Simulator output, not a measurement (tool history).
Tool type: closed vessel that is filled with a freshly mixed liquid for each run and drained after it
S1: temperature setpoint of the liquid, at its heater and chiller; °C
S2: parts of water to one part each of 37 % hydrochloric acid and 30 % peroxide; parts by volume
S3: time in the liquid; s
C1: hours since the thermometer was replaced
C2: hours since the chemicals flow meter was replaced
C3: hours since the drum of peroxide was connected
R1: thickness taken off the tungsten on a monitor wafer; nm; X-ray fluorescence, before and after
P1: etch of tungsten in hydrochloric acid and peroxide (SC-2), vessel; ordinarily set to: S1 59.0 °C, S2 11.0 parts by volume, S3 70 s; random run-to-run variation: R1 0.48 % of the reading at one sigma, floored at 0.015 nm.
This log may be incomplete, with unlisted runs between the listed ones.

run	hour	S1	S2	S3	C1	C2	C3	R1
1	5.9	59.0	11.0	70	979.4	502.9	790.6	19.0870
2	16.9	59.0	11.0	70	990.4	513.9	801.6	19.1270
3	26.5	59.0	11.0	70	1000.0	523.5	811.2	19.2620
4	36.0	51.0	17.5	70	1009.5	533.0	820.7	7.6439
5	45.2	59.0	11.0	70	1018.7	542.2	829.9	19.1380
6	51.8	44.0	11.0	70	1025.3	548.8	836.5	7.0889
7	58.0	72.0	11.0	35	1031.5	555.0	842.7	21.0170
8	67.6	67.5	11.0	110	1041.1	564.6	852.3	51.0940
9	73.5	59.0	11.0	135	1047.0	570.5	858.2	37.2070
10	82.8	71.5	11.0	70	1056.3	579.8	867.5	41.0680
11	91.6	59.0	4.0	70	1065.1	588.6	876.3	41.3470
# hour 98.5: new drum of peroxide connected
12	104.3	59.0	11.0	35	1077.8	601.3	5.8	9.5754
13	111.8	59.0	17.5	70	1085.3	608.8	13.3	12.7770
14	118.8	59.0	11.0	70	1092.3	615.8	20.3	19.2110
15	129.9	59.0	11.0	70	1103.4	626.9	31.4	18.6150
16	141.1	59.0	11.0	70	1114.6	638.1	42.6	18.2280
17	150.1	59.0	11.0	70	1123.6	647.1	51.6	17.9650
18	157.1	59.0	11.0	70	1130.6	654.1	58.6	17.8660
# hour 161.1: new drum of peroxide connected
19	166.1	59.0	11.0	70	1139.6	663.1	5.1	17.8200
20	176.1	59.0	11.0	70	1149.6	673.1	15.1	17.6080
21	184.8	59.0	11.0	70	1158.3	681.8	23.8	17.5950
22	196.4	59.0	11.0	70	1169.9	693.4	35.4	17.5430
23	206.9	59.0	11.0	70	1180.4	703.9	45.9	17.4540
24	216.2	59.0	11.0	70	1189.7	713.2	55.2	17.5390

P1 has crept away from where it was. The log is fitted equally well by each of these 2 causes, at the sizes shown:
A: liquid colder than its thermometer reads (K) = 1.46
B: chemicals flow below the setpoint (%) = 10.3
The gradual shift began around hour 118.8.
Excluded causes, each with its reason:
peroxide weaker than its label (%): work on it at hour 161.1, done after the drift set in, did not restore what the process gave before

Consider the 4 check runs below, whose results appear as question marks and each of which averages 3 wafers. Which one distinguishes the causes, in that each cause would give it a clearly different result?
check 1	225.5	68.0	11.0	70				?
check 2	225.5	59.0	7.5	100				?
check 3	225.5	50.5	11.0	70				?
check 4	225.5	44.0	5.5	70				?

Check results expected under each cause:
check	result	if A	if B
check 1	R1	30.5740	30.4210
check 2	R1	34.2140	34.4120
check 3	R1	10.0420	10.0900
check 4	R1	11.1550	11.3880
Gap, in per cent, between the two causes that each check separates least, read from the result that separates them most: check 1 0.5 %; check 2 0.58 %; check 3 0.48 %; check 4 2.06 %
Only in check 4 would the causes give clearly different results; in the remaining checks their results would be nearly the same.

Check 4 was then run and gave: R1 11.4140 nm. Which cause is it?

It is B: chemicals flow below the setpoint (%).
